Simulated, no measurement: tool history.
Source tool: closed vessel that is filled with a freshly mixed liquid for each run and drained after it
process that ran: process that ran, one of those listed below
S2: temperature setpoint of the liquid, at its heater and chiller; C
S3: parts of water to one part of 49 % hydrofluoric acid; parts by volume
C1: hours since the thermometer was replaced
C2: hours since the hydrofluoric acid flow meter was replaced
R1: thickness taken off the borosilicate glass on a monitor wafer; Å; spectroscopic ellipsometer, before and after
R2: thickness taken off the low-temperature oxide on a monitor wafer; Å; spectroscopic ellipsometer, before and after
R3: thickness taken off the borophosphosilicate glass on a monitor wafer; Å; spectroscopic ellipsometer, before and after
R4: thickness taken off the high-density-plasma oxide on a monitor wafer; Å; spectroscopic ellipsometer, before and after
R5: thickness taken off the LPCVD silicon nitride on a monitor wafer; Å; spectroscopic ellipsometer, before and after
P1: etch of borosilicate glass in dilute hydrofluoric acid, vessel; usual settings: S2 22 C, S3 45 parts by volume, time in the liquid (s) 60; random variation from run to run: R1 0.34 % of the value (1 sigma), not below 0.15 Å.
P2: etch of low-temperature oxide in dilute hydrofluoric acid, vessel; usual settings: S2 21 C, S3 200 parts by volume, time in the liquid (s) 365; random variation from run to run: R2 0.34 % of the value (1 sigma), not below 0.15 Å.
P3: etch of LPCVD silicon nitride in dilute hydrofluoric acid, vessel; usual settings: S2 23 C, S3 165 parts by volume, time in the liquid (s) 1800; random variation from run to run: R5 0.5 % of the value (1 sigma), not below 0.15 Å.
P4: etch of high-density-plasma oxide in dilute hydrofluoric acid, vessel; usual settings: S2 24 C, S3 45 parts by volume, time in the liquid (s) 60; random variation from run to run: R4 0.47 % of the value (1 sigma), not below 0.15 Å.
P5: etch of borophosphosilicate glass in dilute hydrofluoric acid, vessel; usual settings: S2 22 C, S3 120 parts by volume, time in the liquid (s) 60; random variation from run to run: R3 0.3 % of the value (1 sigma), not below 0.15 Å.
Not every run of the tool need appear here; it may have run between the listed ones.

{"run": 1, "hour": 9.4, "process that ran": "P1", "S2": 22, "S3": 45, "time in the liquid (s)": 60, "C1": 1312.9, "C2": 774.8, "R1": 410.27}
{"run": 2, "hour": 20.1, "process that ran": "P2", "S2": 21, "S3": 200, "time in the liquid (s)": 365, "C1": 1323.6, "C2": 785.5, "R2": 157.24}
{"run": 3, "hour": 27.7, "process that ran": "P1", "S2": 17, "S3": 45, "time in the liquid (s)": 115, "C1": 1331.2, "C2": 793.1, "R1": 642.98}
{"run": 4, "hour": 35.5, "process that ran": "P5", "S2": 22, "S3": 120, "time in the liquid (s)": 30, "C1": 1339, "C2": 800.9, "R3": 81.57}
{"run": 5, "hour": 45.3, "process that ran": "P4", "S2": 24, "S3": 20, "time in the liquid (s)": 60, "C1": 1348.8, "C2": 810.7, "R4": 370.49}
{"run": 6, "hour": 56.1, "process that ran": "P1", "S2": 22, "S3": 45, "time in the liquid (s)": 60, "C1": 1359.6, "C2": 821.5, "R1": 413.03}
{"run": 7, "hour": 65.5, "process that ran": "P1", "S2": 22, "S3": 45, "time in the liquid (s)": 30, "C1": 1369, "C2": 830.9, "R1": 207.22}
{"run": 8, "hour": 74.6, "process that ran": "P4", "S2": 24, "S3": 45, "time in the liquid (s)": 30, "C1": 1378.1, "C2": 840, "R4": 79.166}
{"run": 9, "hour": 80.8, "process that ran": "P1", "S2": 22, "S3": 45, "time in the liquid (s)": 60, "C1": 1384.3, "C2": 846.2, "R1": 413.8}
{"run": 10, "hour": 88.5, "process that ran": "P1", "S2": 22, "S3": 45, "time in the liquid (s)": 60, "C1": 1392, "C2": 853.9, "R1": 414.18}
{"run": 11, "hour": 94.6, "process that ran": "P2", "S2": 21, "S3": 200, "time in the liquid (s)": 365, "C1": 1398.1, "C2": 860, "R2": 156.67}
{"run": 12, "hour": 101.0, "process that ran": "P3", "S2": 23, "S3": 165, "time in the liquid (s)": 1800, "C1": 1404.5, "C2": 866.4, "R5": 53.122}
{"run": 13, "hour": 109.8, "process that ran": "P5", "S2": 22, "S3": 60, "time in the liquid (s)": 60, "C1": 1413.3, "C2": 875.2, "R3": 350.92}
{"run": 14, "hour": 122.0, "process that ran": "P1", "S2": 17, "S3": 45, "time in the liquid (s)": 60, "C1": 1425.5, "C2": 887.4, "R1": 334.88}
{"run": 15, "hour": 127.8, "process that ran": "P2", "S2": 27, "S3": 200, "time in the liquid (s)": 365, "C1": 1431.3, "C2": 893.2, "R2": 196.01}
{"run": 16, "hour": 137.3, "process that ran": "P1", "S2": 22, "S3": 45, "time in the liquid (s)": 60, "C1": 1440.8, "C2": 902.7, "R1": 412.99}
{"run": 17, "hour": 149.4, "process that ran": "P3", "S2": 23, "S3": 50, "time in the liquid (s)": 1800, "C1": 1452.9, "C2": 914.8, "R5": 173.15}
{"run": 18, "hour": 158.3, "process that ran": "P5", "S2": 22, "S3": 120, "time in the liquid (s)": 60, "C1": 1461.8, "C2": 923.7, "R3": 163.37}
{"run": 19, "hour": 163.8, "process that ran": "P4", "S2": 17, "S3": 45, "time in the liquid (s)": 60, "C1": 1467.3, "C2": 929.2, "R4": 117.69}
{"run": 20, "hour": 170.1, "process that ran": "P3", "S2": 17, "S3": 165, "time in the liquid (s)": 1800, "C1": 1473.6, "C2": 935.5, "R5": 35.566}
{"run": 21, "hour": 180.4, "process that ran": "P3", "S2": 23, "S3": 165, "time in the liquid (s)": 2870, "C1": 1483.9, "C2": 945.8, "R5": 84.312}
{"run": 22, "hour": 192.7, "process that ran": "P1", "S2": 22, "S3": 65, "time in the liquid (s)": 105, "C1": 1496.2, "C2": 958.1, "R1": 489.2}
{"run": 23, "hour": 204.9, "process that ran": "P2", "S2": 21, "S3": 45, "time in the liquid (s)": 365, "C1": 1508.4, "C2": 970.3, "R2": 827.33}
{"run": 24, "hour": 214.4, "process that ran": "P3", "S2": 23, "S3": 165, "time in the liquid (s)": 1800, "C1": 1517.9, "C2": 979.8, "R5": 53.015}
{"run": 25, "hour": 225.6, "process that ran": "P4", "S2": 24, "S3": 45, "time in the liquid (s)": 60, "C1": 1529.1, "C2": 991, "R4": 158.57}
{"run": 26, "hour": 233.9, "process that ran": "P1", "S2": 26, "S3": 45, "time in the liquid (s)": 60, "C1": 1537.4, "C2": 999.3, "R1": 485.33}
{"run": 27, "hour": 244.3, "process that ran": "P1", "S2": 22, "S3": 25, "time in the liquid (s)": 60, "C1": 1547.8, "C2": 1009.7, "R1": 761.9}
{"run": 28, "hour": 254.6, "process that ran": "P2", "S2": 21, "S3": 200, "time in the liquid (s)": 675, "C1": 1558.1, "C2": 1020, "R2": 288.56}
{"run": 29, "hour": 263.4, "process that ran": "P5", "S2": 22, "S3": 120, "time in the liquid (s)": 60, "C1": 1566.9, "C2": 1028.8, "R3": 163.48}
{"run": 30, "hour": 275.6, "process that ran": "P4", "S2": 24, "S3": 45, "time in the liquid (s)": 60, "C1": 1579.1, "C2": 1041, "R4": 158.5}
{"run": 31, "hour": 281.8, "process that ran": "P5", "S2": 27, "S3": 120, "time in the liquid (s)": 60, "C1": 1585.3, "C2": 1047.2, "R3": 197.67}
{"run": 32, "hour": 289.3, "process that ran": "P1", "S2": 22, "S3": 45, "time in the liquid (s)": 60, "C1": 1592.8, "C2": 1054.7, "R1": 412.65}
{"run": 33, "hour": 298.3, "process that ran": "P1", "S2": 22, "S3": 45, "time in the liquid (s)": 85, "C1": 1601.8, "C2": 1063.7, "R1": 583.92}
{"run": 34, "hour": 307.4, "process that ran": "P1", "S2": 22, "S3": 60, "time in the liquid (s)": 60, "C1": 1610.9, "C2": 1072.8, "R1": 304.75}
{"run": 35, "hour": 314.3, "process that ran": "P1", "S2": 22, "S3": 45, "time in the liquid (s)": 60, "C1": 1617.8, "C2": 1079.7, "R1": 414.8}
{"run": 36, "hour": 326.8, "process that ran": "P1", "S2": 22, "S3": 45, "time in the liquid (s)": 60, "C1": 1630.3, "C2": 1092.2, "R1": 429.53}
{"run": 37, "hour": 332.7, "process that ran": "P1", "S2": 22, "S3": 45, "time in the liquid (s)": 60, "C1": 1636.2, "C2": 1098.1, "R1": 436.76}
{"run": 38, "hour": 344.3, "process that ran": "P1", "S2": 22, "S3": 45, "time in the liquid (s)": 60, "C1": 1647.8, "C2": 1109.7, "R1": 443.86}
{"run": 39, "hour": 354.1, "process that ran": "P1", "S2": 22, "S3": 45, "time in the liquid (s)": 60, "C1": 1657.6, "C2": 1119.5, "R1": 450.1}
{"run": 40, "hour": 361.6, "process that ran": "P1", "S2": 22, "S3": 45, "time in the liquid (s)": 60, "C1": 1665.1, "C2": 1127, "R1": 448.61}
{"run": 41, "hour": 370.7, "process that ran": "P1", "S2": 22, "S3": 45, "time in the liquid (s)": 60, "C1": 1674.2, "C2": 1136.1, "R1": 453.99}
{"run": 42, "hour": 382.3, "process that ran": "P1", "S2": 22, "S3": 45, "time in the liquid (s)": 60, "C1": 1685.8, "C2": 1147.7, "R1": 453}
{"run": 43, "hour": 388.2, "process that ran": "P1", "S2": 22, "S3": 45, "time in the liquid (s)": 60, "C1": 1691.7, "C2": 1153.6, "R1": 453.46}
{"run": 44, "hour": 400.3, "process that ran": "P1", "S2": 22, "S3": 45, "time in the liquid (s)": 60, "C1": 1703.8, "C2": 1165.7, "R1": 454.22}

The output of P1 has drifted from where it used to be. Each of the 2 causes below, taken at the size shown beside it, accounts for the log equally well:
A: hydrofluoric acid flow above the setpoint (%) = 9.45
B: liquid hotter than its thermometer reads (K) = 2.3
Onset of the creep was near hour 314.3.

Of the 4 check runs listed below, each run on one wafer and each result written as a question mark, which would let you distinguish the listed causes because they would give clearly different results?
{"run": "check 1", "hour": 412.4, "process that ran": "P3", "S2": 17, "S3": 165, "time in the liquid (s)": 2540, "R5": "?"}
{"run": "check 2", "hour": 412.4, "process that ran": "P2", "S2": 21, "S3": 45, "time in the liquid (s)": 365, "R2": "?"}
{"run": "check 3", "hour": 412.4, "process that ran": "P4", "S2": 17, "S3": 45, "time in the liquid (s)": 30, "R4": "?"}
{"run": "check 4", "hour": 412.4, "process that ran": "P5", "S2": 22, "S3": 80, "time in the liquid (s)": 60, "R3": "?"}

If the cause were each of the candidates in turn, the checks would give the following:
check=check_1 result=R5 if_A=55.073 if_B=58.971
check=check_2 result=R2 if_A=909.23 if_B=910.3
check=check_3 result=R4 if_A=64.691 if_B=64.995
check=check_4 result=R3 if_A=283.43 if_B=281.86
Minimum pairwise separation of causes per check, each pair taken at its best-separating result: check 1 6.84 %; check 2 0.12 %; check 3 0.47 %; check 4 0.56 %
Only check 1 tells the causes apart: in the others they would give nearly the same result.

Check 1 was carried out, with these results: R5 54.782 Å. Which of the listed causes is responsible?

The correct cause is A, namely: hydrofluoric acid flow above the setpoint (%).
